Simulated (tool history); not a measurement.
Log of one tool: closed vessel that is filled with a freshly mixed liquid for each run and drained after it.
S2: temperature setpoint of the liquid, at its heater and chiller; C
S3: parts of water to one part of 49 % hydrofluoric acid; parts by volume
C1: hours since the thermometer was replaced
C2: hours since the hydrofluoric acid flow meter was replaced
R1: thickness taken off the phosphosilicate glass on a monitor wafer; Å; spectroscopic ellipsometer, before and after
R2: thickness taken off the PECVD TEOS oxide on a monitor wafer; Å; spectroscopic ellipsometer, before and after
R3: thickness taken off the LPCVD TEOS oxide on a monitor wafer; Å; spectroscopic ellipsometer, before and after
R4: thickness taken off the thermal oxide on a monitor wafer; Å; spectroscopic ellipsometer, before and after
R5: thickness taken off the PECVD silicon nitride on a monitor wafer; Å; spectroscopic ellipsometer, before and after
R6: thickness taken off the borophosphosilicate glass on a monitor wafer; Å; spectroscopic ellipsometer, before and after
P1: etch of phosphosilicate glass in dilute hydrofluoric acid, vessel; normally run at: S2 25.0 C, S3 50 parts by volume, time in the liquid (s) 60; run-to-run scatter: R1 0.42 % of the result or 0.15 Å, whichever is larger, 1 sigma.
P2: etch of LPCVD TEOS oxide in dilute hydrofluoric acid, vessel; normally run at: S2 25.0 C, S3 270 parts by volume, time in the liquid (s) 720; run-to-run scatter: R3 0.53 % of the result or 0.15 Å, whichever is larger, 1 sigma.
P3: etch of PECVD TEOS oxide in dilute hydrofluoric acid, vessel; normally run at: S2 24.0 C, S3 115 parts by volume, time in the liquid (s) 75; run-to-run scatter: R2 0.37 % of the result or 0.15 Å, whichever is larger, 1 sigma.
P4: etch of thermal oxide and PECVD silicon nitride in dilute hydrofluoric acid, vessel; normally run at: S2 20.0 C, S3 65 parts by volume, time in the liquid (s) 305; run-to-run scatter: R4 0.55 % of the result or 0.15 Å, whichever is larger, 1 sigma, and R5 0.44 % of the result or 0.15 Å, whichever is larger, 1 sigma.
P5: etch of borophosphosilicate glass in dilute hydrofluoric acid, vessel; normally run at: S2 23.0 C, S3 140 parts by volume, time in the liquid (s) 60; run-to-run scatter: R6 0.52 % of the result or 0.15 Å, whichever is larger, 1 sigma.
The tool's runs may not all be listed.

{"run": 1, "hour": 6.4, "process that ran": "P1", "S2": 25.0, "S3": 50, "time in the liquid (s)": 60, "C1": 1441.5, "C2": 257.1, "R1": 1466.0}
{"run": 2, "hour": 13.8, "process that ran": "P1", "S2": 25.0, "S3": 50, "time in the liquid (s)": 60, "C1": 1448.9, "C2": 264.5, "R1": 1464.5}
{"run": 3, "hour": 18.2, "process that ran": "P3", "S2": 24.0, "S3": 115, "time in the liquid (s)": 110, "C1": 1453.3, "C2": 268.9, "R2": 111.59}
{"run": 4, "hour": 25.1, "process that ran": "P1", "S2": 20.0, "S3": 85, "time in the liquid (s)": 60, "C1": 1460.2, "C2": 275.8, "R1": 671.98}
{"run": 5, "hour": 28.6, "process that ran": "P1", "S2": 25.0, "S3": 80, "time in the liquid (s)": 60, "C1": 1463.7, "C2": 279.3, "R1": 886.97}
{"run": 6, "hour": 34.6, "process that ran": "P2", "S2": 25.0, "S3": 270, "time in the liquid (s)": 720, "C1": 1469.7, "C2": 285.3, "R3": 494.26}
{"run": 7, "hour": 38.2, "process that ran": "P4", "S2": 20.0, "S3": 65, "time in the liquid (s)": 570, "C1": 1473.3, "C2": 288.9, "R4": 362.01, "R5": 252.24}
{"run": 8, "hour": 45.0, "process that ran": "P1", "S2": 25.0, "S3": 50, "time in the liquid (s)": 60, "C1": 1480.1, "C2": 295.7, "R1": 1462.0}
{"run": 9, "hour": 52.3, "process that ran": "P1", "S2": 25.0, "S3": 50, "time in the liquid (s)": 60, "C1": 1487.4, "C2": 303.0, "R1": 1474.7}
{"run": 10, "hour": 56.3, "process that ran": "P3", "S2": 24.0, "S3": 115, "time in the liquid (s)": 75, "C1": 1491.4, "C2": 307.0, "R2": 75.845}
{"run": 11, "hour": 62.4, "process that ran": "P4", "S2": 25.0, "S3": 65, "time in the liquid (s)": 305, "C1": 1497.5, "C2": 313.1, "R4": 238.51, "R5": 190.02}
{"run": 12, "hour": 65.9, "process that ran": "P5", "S2": 27.5, "S3": 140, "time in the liquid (s)": 60, "C1": 1501.0, "C2": 316.6, "R6": 327.05}
{"run": 13, "hour": 72.8, "process that ran": "P5", "S2": 23.0, "S3": 220, "time in the liquid (s)": 60, "C1": 1507.9, "C2": 323.5, "R6": 162.18}
{"run": 14, "hour": 80.4, "process that ran": "P4", "S2": 20.0, "S3": 90, "time in the liquid (s)": 305, "C1": 1515.5, "C2": 331.1, "R4": 135.48, "R5": 98.336}
{"run": 15, "hour": 88.0, "process that ran": "P1", "S2": 17.0, "S3": 50, "time in the liquid (s)": 60, "C1": 1523.1, "C2": 338.7, "R1": 1042.7}
{"run": 16, "hour": 94.6, "process that ran": "P2", "S2": 29.0, "S3": 270, "time in the liquid (s)": 720, "C1": 1529.7, "C2": 345.3, "R3": 567.99}
{"run": 17, "hour": 101.6, "process that ran": "P5", "S2": 23.0, "S3": 140, "time in the liquid (s)": 60, "C1": 1536.7, "C2": 352.3, "R6": 277.19}
{"run": 18, "hour": 106.6, "process that ran": "P1", "S2": 21.5, "S3": 65, "time in the liquid (s)": 60, "C1": 1541.7, "C2": 357.3, "R1": 955.49}
{"run": 19, "hour": 113.6, "process that ran": "P1", "S2": 25.0, "S3": 50, "time in the liquid (s)": 85, "C1": 1548.7, "C2": 364.3, "R1": 2073.4}
{"run": 20, "hour": 118.6, "process that ran": "P1", "S2": 30.0, "S3": 50, "time in the liquid (s)": 60, "C1": 1553.7, "C2": 369.3, "R1": 1793.9}
{"run": 21, "hour": 122.5, "process that ran": "P3", "S2": 31.0, "S3": 115, "time in the liquid (s)": 75, "C1": 1557.6, "C2": 373.2, "R2": 99.327}
{"run": 22, "hour": 127.9, "process that ran": "P1", "S2": 25.0, "S3": 50, "time in the liquid (s)": 60, "C1": 1563.0, "C2": 378.6, "R1": 1464.5}
{"run": 23, "hour": 132.8, "process that ran": "P5", "S2": 23.0, "S3": 140, "time in the liquid (s)": 60, "C1": 1567.9, "C2": 383.5, "R6": 276.76}
{"run": 24, "hour": 138.2, "process that ran": "P3", "S2": 24.0, "S3": 65, "time in the liquid (s)": 75, "C1": 1573.3, "C2": 388.9, "R2": 143.09}
{"run": 25, "hour": 143.9, "process that ran": "P2", "S2": 25.0, "S3": 120, "time in the liquid (s)": 720, "C1": 1579.0, "C2": 394.6, "R3": 1322.9}
{"run": 26, "hour": 147.7, "process that ran": "P1", "S2": 25.0, "S3": 20, "time in the liquid (s)": 60, "C1": 1582.8, "C2": 398.4, "R1": 3802.4}
{"run": 27, "hour": 152.7, "process that ran": "P4", "S2": 20.0, "S3": 65, "time in the liquid (s)": 305, "C1": 1587.8, "C2": 403.4, "R4": 195.7, "R5": 134.23}
{"run": 28, "hour": 156.5, "process that ran": "P5", "S2": 23.0, "S3": 140, "time in the liquid (s)": 30, "C1": 1591.6, "C2": 407.2, "R6": 139.67}
{"run": 29, "hour": 161.5, "process that ran": "P2", "S2": 25.0, "S3": 270, "time in the liquid (s)": 720, "C1": 1596.6, "C2": 412.2, "R3": 494.32}
{"run": 30, "hour": 165.2, "process that ran": "P1", "S2": 25.0, "S3": 50, "time in the liquid (s)": 60, "C1": 1600.3, "C2": 415.9, "R1": 1455.7}
{"run": 31, "hour": 170.0, "process that ran": "P2", "S2": 25.0, "S3": 270, "time in the liquid (s)": 380, "C1": 1605.1, "C2": 420.7, "R3": 262.33}
{"run": 32, "hour": 173.6, "process that ran": "P1", "S2": 17.5, "S3": 50, "time in the liquid (s)": 35, "C1": 1608.7, "C2": 424.3, "R1": 623.76}
{"run": 33, "hour": 180.0, "process that ran": "P1", "S2": 25.0, "S3": 50, "time in the liquid (s)": 30, "C1": 1615.1, "C2": 430.7, "R1": 735.49}
{"run": 34, "hour": 187.0, "process that ran": "P1", "S2": 25.0, "S3": 50, "time in the liquid (s)": 60, "C1": 1622.1, "C2": 437.7, "R1": 1464.2}
{"run": 35, "hour": 191.3, "process that ran": "P1", "S2": 25.0, "S3": 50, "time in the liquid (s)": 60, "C1": 1626.4, "C2": 442.0, "R1": 1418.7}
{"run": 36, "hour": 196.4, "process that ran": "P1", "S2": 25.0, "S3": 50, "time in the liquid (s)": 60, "C1": 1631.5, "C2": 447.1, "R1": 1407.3}
{"run": 37, "hour": 199.9, "process that ran": "P1", "S2": 25.0, "S3": 50, "time in the liquid (s)": 60, "C1": 1635.0, "C2": 450.6, "R1": 1382.8}
{"run": 38, "hour": 203.9, "process that ran": "P1", "S2": 25.0, "S3": 50, "time in the liquid (s)": 60, "C1": 1639.0, "C2": 454.6, "R1": 1386.4}
{"run": 39, "hour": 208.7, "process that ran": "P1", "S2": 25.0, "S3": 50, "time in the liquid (s)": 60, "C1": 1643.8, "C2": 459.4, "R1": 1371.9}
{"run": 40, "hour": 216.0, "process that ran": "P1", "S2": 25.0, "S3": 50, "time in the liquid (s)": 60, "C1": 1651.1, "C2": 466.7, "R1": 1374.7}

What P1 gives has crept away from where it was. These 2 causes fit the log equally well, each at the size given:
A: hydrofluoric acid flow below the setpoint (%) = 6.02
B: liquid colder than its thermometer reads (K) = 1.62
The creep began at about hour 187.0.

4 check runs are offered, one wafer each, their results left as question marks. Which one tells the causes apart?
{"run": "check 1", "hour": 223.3, "process that ran": "P3", "S2": 24.0, "S3": 80, "time in the liquid (s)": 105, "R2": "?"}
{"run": "check 2", "hour": 223.3, "process that ran": "P5", "S2": 26.0, "S3": 140, "time in the liquid (s)": 60, "R6": "?"}
{"run": "check 3", "hour": 223.3, "process that ran": "P2", "S2": 25.0, "S3": 130, "time in the liquid (s)": 720, "R3": "?"}
{"run": "check 4", "hour": 223.3, "process that ran": "P4", "S2": 20.0, "S3": 85, "time in the liquid (s)": 440, "R4": "?", "R5": "?"}

What each check would give under each cause:
check=check_1 result=R2 if_A=149.570 if_B=150.000
check=check_2 result=R6 if_A=288.79 if_B=292.07
check=check_3 result=R3 if_A=1120.30 if_B=1130.90
check=check_4 result=R4 if_A=195.45 if_B=195.56
check=check_4 result=R5 if_A=141.100 if_B=134.070
How far apart the two closest causes lie, in the result that separates them most: check 1 0.29 %; check 2 1.13 %; check 3 0.94 %; check 4 5.11 %
Only check 4 tells the causes apart: in the others they would give nearly the same result.

Then check 4 was run and gave: R4 196.38 Å; R5 141.140 Å. Which cause is it?

It is A: hydrofluoric acid flow below the setpoint (%).
